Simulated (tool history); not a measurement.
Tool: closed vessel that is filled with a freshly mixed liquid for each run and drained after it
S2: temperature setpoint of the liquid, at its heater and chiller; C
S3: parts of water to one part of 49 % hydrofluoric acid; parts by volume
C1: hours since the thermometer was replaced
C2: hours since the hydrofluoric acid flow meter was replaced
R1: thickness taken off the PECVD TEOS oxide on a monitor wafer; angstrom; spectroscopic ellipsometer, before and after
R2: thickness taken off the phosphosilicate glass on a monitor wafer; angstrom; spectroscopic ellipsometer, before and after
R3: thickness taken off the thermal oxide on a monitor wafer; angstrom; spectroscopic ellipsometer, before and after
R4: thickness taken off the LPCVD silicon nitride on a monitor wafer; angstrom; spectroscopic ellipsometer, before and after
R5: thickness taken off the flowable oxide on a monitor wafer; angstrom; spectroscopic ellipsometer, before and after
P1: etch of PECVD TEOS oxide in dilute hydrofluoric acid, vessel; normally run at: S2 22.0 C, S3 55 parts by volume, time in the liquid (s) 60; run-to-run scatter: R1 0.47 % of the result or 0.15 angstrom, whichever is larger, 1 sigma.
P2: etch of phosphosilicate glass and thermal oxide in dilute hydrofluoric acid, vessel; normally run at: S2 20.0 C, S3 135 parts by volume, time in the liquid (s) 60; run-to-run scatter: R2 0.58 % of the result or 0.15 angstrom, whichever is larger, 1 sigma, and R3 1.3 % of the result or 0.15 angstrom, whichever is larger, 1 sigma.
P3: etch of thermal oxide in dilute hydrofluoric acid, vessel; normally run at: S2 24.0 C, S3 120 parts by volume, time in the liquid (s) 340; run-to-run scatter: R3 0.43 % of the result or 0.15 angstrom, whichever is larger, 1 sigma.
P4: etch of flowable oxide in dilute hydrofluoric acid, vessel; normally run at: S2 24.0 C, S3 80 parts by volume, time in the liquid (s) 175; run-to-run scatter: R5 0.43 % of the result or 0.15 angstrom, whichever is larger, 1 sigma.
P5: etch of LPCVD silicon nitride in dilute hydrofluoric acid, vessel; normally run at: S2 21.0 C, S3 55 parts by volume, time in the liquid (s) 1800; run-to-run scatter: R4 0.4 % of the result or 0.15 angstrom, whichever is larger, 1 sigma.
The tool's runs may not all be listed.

run 1 hour=4.6 | process_that_ran=P1 S2=22.0 S3=55 time_in_the_liquid_(s)=60 | C1=1508.7 C2=807.3 | R1=260.42
run 2 hour=10.5 | process_that_ran=P1 S2=22.0 S3=55 time_in_the_liquid_(s)=60 | C1=1514.6 C2=813.2 | R1=259.13
run 3 hour=14.9 | process_that_ran=P2 S2=20.0 S3=135 time_in_the_liquid_(s)=60 | C1=1519.0 C2=817.6 | R2=599.65 R3=18.4560
run 4 hour=18.6 | process_that_ran=P3 S2=17.0 S3=120 time_in_the_liquid_(s)=340 | C1=1522.7 C2=821.3 | R3=99.6160
run 5 hour=21.2 | process_that_ran=P2 S2=20.0 S3=135 time_in_the_liquid_(s)=30 | C1=1525.3 C2=823.9 | R2=298.17 R3=9.3709
run 6 hour=26.9 | process_that_ran=P2 S2=20.0 S3=65 time_in_the_liquid_(s)=60 | C1=1531.0 C2=829.6 | R2=1337.60 R3=41.3240
run 7 hour=32.5 | process_that_ran=P5 S2=21.0 S3=55 time_in_the_liquid_(s)=3580 | C1=1536.6 C2=835.2 | R4=238.740
run 8 hour=37.8 | process_that_ran=P3 S2=24.0 S3=120 time_in_the_liquid_(s)=340 | C1=1541.9 C2=840.5 | R3=132.4500
run 9 hour=41.1 | process_that_ran=P4 S2=24.0 S3=80 time_in_the_liquid_(s)=295 | C1=1545.2 C2=843.8 | R5=957.05
run 10 hour=44.0 | process_that_ran=P1 S2=28.0 S3=55 time_in_the_liquid_(s)=30 | C1=1548.1 C2=846.7 | R1=166.66
run 11 hour=49.8 | process_that_ran=P4 S2=24.0 S3=80 time_in_the_liquid_(s)=175 | C1=1553.9 C2=852.5 | R5=567.48
run 12 hour=52.5 | process_that_ran=P4 S2=32.0 S3=80 time_in_the_liquid_(s)=175 | C1=1556.6 C2=855.2 | R5=770.45
run 13 hour=57.0 | process_that_ran=P4 S2=24.0 S3=25 time_in_the_liquid_(s)=175 | C1=1561.1 C2=859.7 | R5=1955.20
run 14 hour=62.4 | process_that_ran=P1 S2=22.0 S3=95 time_in_the_liquid_(s)=60 | C1=1566.5 C2=865.1 | R1=143.90
run 15 hour=65.8 | process_that_ran=P3 S2=24.0 S3=120 time_in_the_liquid_(s)=525 | C1=1569.9 C2=868.5 | R3=204.6600
run 16 hour=70.8 | process_that_ran=P1 S2=22.0 S3=55 time_in_the_liquid_(s)=60 | C1=1574.9 C2=873.5 | R1=260.21
run 17 hour=75.0 | process_that_ran=P1 S2=28.5 S3=55 time_in_the_liquid_(s)=60 | C1=1579.1 C2=877.7 | R1=341.17
run 18 hour=80.2 | process_that_ran=P3 S2=24.0 S3=40 time_in_the_liquid_(s)=340 | C1=1584.3 C2=882.9 | R3=441.3800
run 19 hour=85.8 | process_that_ran=P5 S2=21.0 S3=55 time_in_the_liquid_(s)=1800 | C1=1589.9 C2=888.5 | R4=119.540
run 20 hour=90.0 | process_that_ran=P1 S2=22.0 S3=55 time_in_the_liquid_(s)=30 | C1=1594.1 C2=892.7 | R1=129.86
run 21 hour=92.9 | process_that_ran=P1 S2=22.0 S3=55 time_in_the_liquid_(s)=110 | C1=1597.0 C2=895.6 | R1=478.43
run 22 hour=97.1 | process_that_ran=P1 S2=17.0 S3=55 time_in_the_liquid_(s)=60 | C1=1601.2 C2=899.8 | R1=208.77
run 23 hour=100.8 | process_that_ran=P5 S2=21.0 S3=90 time_in_the_liquid_(s)=1800 | C1=1604.9 C2=903.5 | R4=74.252
run 24 hour=105.4 | process_that_ran=P1 S2=22.0 S3=30 time_in_the_liquid_(s)=60 | C1=1609.5 C2=908.1 | R1=488.71

The next listed run, before its measurement:
run 25 hour=109.8 | process_that_ran=P5 S2=17.0 S3=55 time_in_the_liquid_(s)=1800 | C1=1613.9 C2=912.5 | R4=?

R4: 90.310 angstrom
